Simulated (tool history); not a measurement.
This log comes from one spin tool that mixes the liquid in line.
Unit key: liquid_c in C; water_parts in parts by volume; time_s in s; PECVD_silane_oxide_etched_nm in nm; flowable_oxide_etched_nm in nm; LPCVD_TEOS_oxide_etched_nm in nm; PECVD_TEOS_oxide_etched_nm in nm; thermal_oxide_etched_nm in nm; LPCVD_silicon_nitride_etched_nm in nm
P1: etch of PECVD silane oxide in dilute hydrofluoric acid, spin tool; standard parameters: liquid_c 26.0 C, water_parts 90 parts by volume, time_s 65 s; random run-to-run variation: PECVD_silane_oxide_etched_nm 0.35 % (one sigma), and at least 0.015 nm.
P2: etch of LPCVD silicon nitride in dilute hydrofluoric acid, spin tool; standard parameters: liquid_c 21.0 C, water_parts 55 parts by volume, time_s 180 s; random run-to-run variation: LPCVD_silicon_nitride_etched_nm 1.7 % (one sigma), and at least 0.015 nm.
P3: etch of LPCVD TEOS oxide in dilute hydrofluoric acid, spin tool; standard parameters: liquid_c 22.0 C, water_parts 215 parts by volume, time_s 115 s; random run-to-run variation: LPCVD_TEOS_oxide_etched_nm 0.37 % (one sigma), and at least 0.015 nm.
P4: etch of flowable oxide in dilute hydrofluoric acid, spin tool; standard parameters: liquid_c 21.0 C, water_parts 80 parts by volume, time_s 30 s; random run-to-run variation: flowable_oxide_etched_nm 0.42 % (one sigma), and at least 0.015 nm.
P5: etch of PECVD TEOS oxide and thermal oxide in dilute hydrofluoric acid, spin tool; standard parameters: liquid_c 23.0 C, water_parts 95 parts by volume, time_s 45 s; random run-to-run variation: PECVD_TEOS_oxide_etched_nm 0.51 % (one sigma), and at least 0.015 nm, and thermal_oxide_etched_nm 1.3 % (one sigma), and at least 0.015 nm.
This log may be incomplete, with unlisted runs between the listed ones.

run,day,process,liquid_c,water_parts,time_s,PECVD_silane_oxide_etched_nm,flowable_oxide_etched_nm,LPCVD_TEOS_oxide_etched_nm,PECVD_TEOS_oxide_etched_nm,thermal_oxide_etched_nm,LPCVD_silicon_nitride_etched_nm
1,0.325,P1,26.0,90,65,12.2290,,,,,
2,0.538,P4,21.0,80,60,,36.008,,,,
3,0.817,P3,22.0,215,115,,,7.17960,,,
4,1.067,P4,21.0,80,30,,18.119,,,,
5,1.404,P1,26.0,40,65,29.4440,,,,,
6,1.604,P1,26.0,90,120,22.4940,,,,,
7,1.950,P1,18.0,90,65,8.7977,,,,,
8,2.200,P1,26.0,125,15,1.9237,,,,,
9,2.450,P1,26.0,90,65,12.1810,,,,,
10,2.838,P1,20.5,125,65,6.7896,,,,,
11,3.162,P1,26.0,90,25,4.6798,,,,,
12,3.475,P4,21.0,80,30,,17.951,,,,
13,3.733,P4,28.0,80,30,,23.859,,,,
14,3.946,P1,26.0,130,65,7.9888,,,,,
15,4.338,P1,33.0,90,65,16.0140,,,,,
16,4.562,P5,23.0,95,80,,,,13.9610,3.7842,
17,4.912,P2,21.0,55,15,,,,,,0.15115
18,5.100,P1,26.0,90,65,12.2310,,,,,
19,5.396,P2,21.0,95,180,,,,,,0.86239
20,5.600,P1,26.0,90,65,12.2000,,,,,
21,5.975,P4,21.0,35,30,,43.782,,,,
22,6.200,P3,17.0,215,115,,,5.91150,,,
23,6.388,P5,23.0,20,45,,,,40.8510,10.9950,
24,6.562,P2,21.0,55,180,,,,,,1.48000
25,6.967,P2,21.0,55,180,,,,,,1.43930
26,7.292,P3,22.0,110,115,,,15.63700,,,
27,7.533,P1,26.0,90,65,12.2450,,,,,
28,7.888,P3,22.0,215,15,,,0.91351,,,
29,8.200,P5,23.0,95,45,,,,7.7499,2.1019,
30,8.588,P5,28.5,95,45,,,,9.7548,2.6131,
31,8.983,P3,22.0,215,115,,,7.16820,,,
32,9.275,P1,26.0,90,65,12.2370,,,,,
33,9.504,P2,26.5,55,180,,,,,,2.04980
34,9.846,P1,26.0,90,65,12.2770,,,,,
35,10.217,P1,26.0,90,65,12.7670,,,,,
36,10.442,P1,26.0,90,65,13.0830,,,,,
37,10.654,P1,26.0,90,65,13.1810,,,,,
38,10.879,P1,26.0,90,65,13.1640,,,,,
39,11.208,P1,26.0,90,65,13.2940,,,,,
40,11.504,P1,26.0,90,65,13.4310,,,,,
41,11.771,P1,26.0,90,65,13.4490,,,,,
42,11.954,P1,26.0,90,65,13.4320,,,,,

Compared with where it was, what P1 gives has crept away. Each cause listed below fits the log as well as the rest, at the size given for it:
A: liquid hotter than its thermometer reads (K) = 2.42
B: hydrofluoric acid flow above the setpoint (%) = 8.76
Onset of the creep was near day 9.846.

The list below offers 4 check runs, each averaging the results of 5 wafers, and shows each result as a question mark. For which of them would the listed causes give clearly different results?
check 1,12.138,P3,22.0,125,115,,,?,,,
check 2,12.138,P2,26.5,55,75,,,,,,?
check 3,12.138,P4,27.0,80,55,,?,,,,
check 4,12.138,P5,27.0,95,65,,,,?,?,

Check results expected under each cause:
check,result,if A,if B
check 1,LPCVD_TEOS_oxide_etched_nm,14.94500,14.95300
check 2,LPCVD_silicon_nitride_etched_nm,1.02980,0.95475
check 3,flowable_oxide_etched_nm,46.337,46.287
check 4,PECVD_TEOS_oxide_etched_nm,14.5820,14.6040
check 4,thermal_oxide_etched_nm,3.9261,3.9322
Gap, in per cent, between the two causes that each check separates least, read from the result that separates them most: check 1 0.06 %; check 2 7.57 %; check 3 0.11 %; check 4 0.15 %
The causes can be told apart only by check 2. The other checks would give nearly the same results under each of them.

Running check 2 produced the following: LPCVD_silicon_nitride_etched_nm 1.03660 nm. Which one of the listed causes fits?

It is A: liquid hotter than its thermometer reads (K).

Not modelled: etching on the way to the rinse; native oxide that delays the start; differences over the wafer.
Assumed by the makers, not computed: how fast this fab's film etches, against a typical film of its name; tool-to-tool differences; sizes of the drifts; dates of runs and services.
